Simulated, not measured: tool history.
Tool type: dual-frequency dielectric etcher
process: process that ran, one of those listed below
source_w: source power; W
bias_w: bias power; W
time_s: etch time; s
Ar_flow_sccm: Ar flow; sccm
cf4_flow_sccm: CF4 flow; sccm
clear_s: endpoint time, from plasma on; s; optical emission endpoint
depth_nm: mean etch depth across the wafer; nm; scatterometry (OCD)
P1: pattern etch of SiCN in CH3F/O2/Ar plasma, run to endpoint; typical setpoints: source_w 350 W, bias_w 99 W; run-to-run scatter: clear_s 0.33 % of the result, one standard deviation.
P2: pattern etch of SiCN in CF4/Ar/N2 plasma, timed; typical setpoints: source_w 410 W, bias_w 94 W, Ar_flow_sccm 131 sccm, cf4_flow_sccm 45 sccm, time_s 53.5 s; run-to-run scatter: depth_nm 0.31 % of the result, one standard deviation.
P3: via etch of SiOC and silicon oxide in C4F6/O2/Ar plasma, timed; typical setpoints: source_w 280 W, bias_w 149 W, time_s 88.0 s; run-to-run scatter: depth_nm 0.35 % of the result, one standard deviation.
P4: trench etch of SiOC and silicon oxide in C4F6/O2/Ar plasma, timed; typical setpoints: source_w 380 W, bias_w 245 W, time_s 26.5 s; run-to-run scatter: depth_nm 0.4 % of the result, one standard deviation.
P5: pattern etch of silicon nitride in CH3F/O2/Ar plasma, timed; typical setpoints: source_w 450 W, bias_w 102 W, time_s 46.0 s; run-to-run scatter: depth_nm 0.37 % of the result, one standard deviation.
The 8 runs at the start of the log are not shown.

| run | hour | process | source_w | bias_w | time_s | Ar_flow_sccm | cf4_flow_sccm | hours since the last wet clean | hours since the last source power generator calibration | hours since the last bias power generator calibration | clear_s | depth_nm |
|---|---|---|---|---|---|---|---|---|---|---|---|---|
| 9 | 68.6 | P5 | 450 | 102 | 46.0 |  |  | 344.5 | 2953.4 | 2732.1 |  | 38.022 |
| 10 | 76.3 | P2 | 410 | 94 | 53.5 | 78 | 45 | 352.2 | 2961.1 | 2739.8 |  | 46.493 |
| 11 | 82.6 | P5 | 590 | 102 | 46.0 |  |  | 358.5 | 2967.4 | 2746.1 |  | 41.914 |
| 12 | 90.6 | P1 | 350 | 99 |  |  |  | 366.5 | 2975.4 | 2754.1 | 28.635 |  |
| 13 | 101.1 | P1 | 460 | 99 |  |  |  | 377.0 | 2985.9 | 2764.6 | 25.972 |  |
| 14 | 108.8 | P1 | 350 | 59 |  |  |  | 384.7 | 2993.6 | 2772.3 | 34.367 |  |
| 15 | 113.8 | P4 | 380 | 199 | 26.5 |  |  | 389.7 | 2998.6 | 2777.3 |  | 51.263 |
| 16 | 121.0 | P1 | 350 | 99 |  |  |  | 396.9 | 3005.8 | 2784.5 | 28.578 |  |
| 17 | 125.9 | P4 | 380 | 245 | 18.5 |  |  | 401.8 | 3010.7 | 2789.4 |  | 38.188 |
| 18 | 135.8 | P3 | 280 | 149 | 88.0 |  |  | 411.7 | 3020.6 | 2799.3 |  | 81.376 |
| 19 | 141.0 | P3 | 280 | 149 | 109.5 |  |  | 416.9 | 3025.8 | 2804.5 |  | 100.900 |
| 20 | 149.6 | P1 | 350 | 99 |  |  |  | 425.5 | 3034.4 | 2813.1 | 28.500 |  |
| 21 | 159.2 | P2 | 410 | 94 | 53.5 | 131 | 45 | 435.1 | 3044.0 | 2822.7 |  | 42.780 |
| 22 | 164.7 | P1 | 350 | 121 |  |  |  | 440.6 | 3049.5 | 2828.2 | 26.487 |  |
| 23 | 169.8 | P4 | 380 | 245 | 26.5 |  |  | 445.7 | 3054.6 | 2833.3 |  | 54.981 |
| 24 | 174.6 | P4 | 540 | 245 | 26.5 |  |  | 450.5 | 3059.4 | 2838.1 |  | 62.721 |
| 25 | 180.9 | P2 | 260 | 94 | 53.5 | 131 | 45 | 456.8 | 3065.7 | 2844.4 |  | 28.982 |
|  | 189.3 | source power generator calibrated |
| 26 | 189.3 | P5 | 450 | 102 | 30.5 |  |  | 465.2 | 0.1 | 2852.8 |  | 25.247 |
| 27 | 197.1 | P5 | 450 | 102 | 46.0 |  |  | 473.0 | 7.9 | 2860.6 |  | 38.025 |
| 28 | 205.8 | P3 | 390 | 149 | 88.0 |  |  | 481.7 | 16.6 | 2869.3 |  | 92.511 |
| 29 | 215.7 | P2 | 410 | 62 | 53.5 | 131 | 45 | 491.6 | 26.5 | 2879.2 |  | 36.406 |
| 30 | 220.9 | P1 | 350 | 99 |  |  |  | 496.8 | 31.7 | 2884.4 | 28.679 |  |
| 31 | 231.0 | P1 | 350 | 99 |  |  |  | 506.9 | 41.8 | 2894.5 | 28.740 |  |
| 32 | 238.4 | P1 | 350 | 99 |  |  |  | 514.3 | 49.2 | 2901.9 | 28.995 |  |

For run 33, what comes out?
| 33 | 243.6 | P1 | 350 | 99 |  |  |  | 519.5 | 54.4 | 2907.1 | ? |  |

Run 33 measured clear_s 29.177 s.
